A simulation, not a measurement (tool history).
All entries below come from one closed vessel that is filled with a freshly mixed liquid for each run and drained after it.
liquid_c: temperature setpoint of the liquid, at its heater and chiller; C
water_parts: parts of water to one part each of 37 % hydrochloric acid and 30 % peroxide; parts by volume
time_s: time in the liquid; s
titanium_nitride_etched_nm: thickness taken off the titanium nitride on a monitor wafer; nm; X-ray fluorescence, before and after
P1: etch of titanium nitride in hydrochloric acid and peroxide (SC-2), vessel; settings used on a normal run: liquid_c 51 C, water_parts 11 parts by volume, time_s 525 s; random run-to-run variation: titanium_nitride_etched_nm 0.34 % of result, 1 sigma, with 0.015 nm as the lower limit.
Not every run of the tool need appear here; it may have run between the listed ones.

run   hour  liquid_c  water_parts  time_s  hours since the thermometer was replaced  hours since the chemicals flow meter was replaced  hours since the drum of peroxide was connected  titanium_nitride_etched_nm
  1   13.5        51           11     525                                    1827.8                                              685.9                                           258.6                      17.338
  2   30.8        37           11     935                                    1845.1                                              703.2                                           275.9                      11.683
  3   39.5        51           11     525                                    1853.8                                              711.9                                           284.6                       17.25
  4   49.8      38.5           11     525                                    1864.1                                              722.2                                           294.9                      7.3267
  5   59.2        51           11    1030                                    1873.5                                              731.6                                           304.3                      33.947
  6     71        51           11     525                                    1885.3                                              743.4                                           316.1                      17.228
  7   80.5        51           19     525                                    1894.8                                              752.9                                           325.6                      10.681
  8   88.2        51           11      45                                    1902.5                                              760.6                                           333.3                      1.4444
  9   97.6        51            4     525                                    1911.9                                                770                                           342.7                      37.229
 10  108.4      60.5           11     900                                    1922.7                                              780.8                                           353.5                       54.62
 11  121.7        66           11     525                                      1936                                              794.1                                           366.8                      45.152
 12  137.4        51           11     525                                    1951.7                                              809.8                                           382.5                      17.303
 13  147.4        51           11     525                                    1961.7                                              819.8                                           392.5                      17.272
 14  164.7        51           11     525                                      1979                                              837.1                                           409.8                      17.318
 15  175.1        51           11     525                                    1989.4                                              847.5                                           420.2                      17.976
 16  187.3        51           11     525                                    2001.6                                              859.7                                           432.4                      18.375
 17  202.6        51           11     525                                    2016.9                                                875                                           447.7                      18.713
 18  214.3        51           11     525                                    2028.6                                              886.7                                           459.4                      18.946
 19  223.7        51           11     525                                      2038                                              896.1                                           468.8                        18.9
 20  235.9        51           11     525                                    2050.2                                              908.3                                             481                      18.851
 21  247.6        51           11     525                                    2061.9                                                920                                           492.7                      18.893

P1 has crept away from where it was. The log is fitted equally well by each of these 2 causes, at the sizes shown:
A: liquid hotter than its thermometer reads (K) = 1.39
B: chemicals flow above the setpoint (%) = 11.5
The gradual shift began around hour 164.7.
What rules out each remaining cause:
peroxide weaker than its label (%): can reach only 8, and even then titanium_nitride_etched_nm would move by -7.4 %, too little or the wrong way

You are offered 4 check runs, listed below with question marks in place of their results; each one averages 2 wafers. Which run separates the listed causes by giving clearly different results for each?
check 1  259.3        51           11     990                                                                                                                                                                        ?
check 2  259.3      41.5           17     525                                                                                                                                                                        ?
check 3  259.3        51         18.5     195                                                                                                                                                                        ?
check 4  259.3        51            4     525                                                                                                                                                                        ?

If the cause were each of the candidates in turn, the checks would give the following:
  check                      result    if A    if B
check 1  titanium_nitride_etched_nm  35.799  35.786
check 2  titanium_nitride_etched_nm  6.8291  6.8255
check 3  titanium_nitride_etched_nm  4.4715  4.4983
check 4  titanium_nitride_etched_nm  41.132  40.302
Gap, in per cent, between the two causes that each check separates least, read from the result that separates them most: check 1 0.04 %; check 2 0.05 %; check 3 0.6 %; check 4 2.04 %
The causes can be told apart only by check 4. The other checks would give nearly the same results under each of them.

The results of check 4 are: titanium_nitride_etched_nm 41.378 nm. Based on these, which of the listed causes is it?

Of the candidate causes, it is A: liquid hotter than its thermometer reads (K).

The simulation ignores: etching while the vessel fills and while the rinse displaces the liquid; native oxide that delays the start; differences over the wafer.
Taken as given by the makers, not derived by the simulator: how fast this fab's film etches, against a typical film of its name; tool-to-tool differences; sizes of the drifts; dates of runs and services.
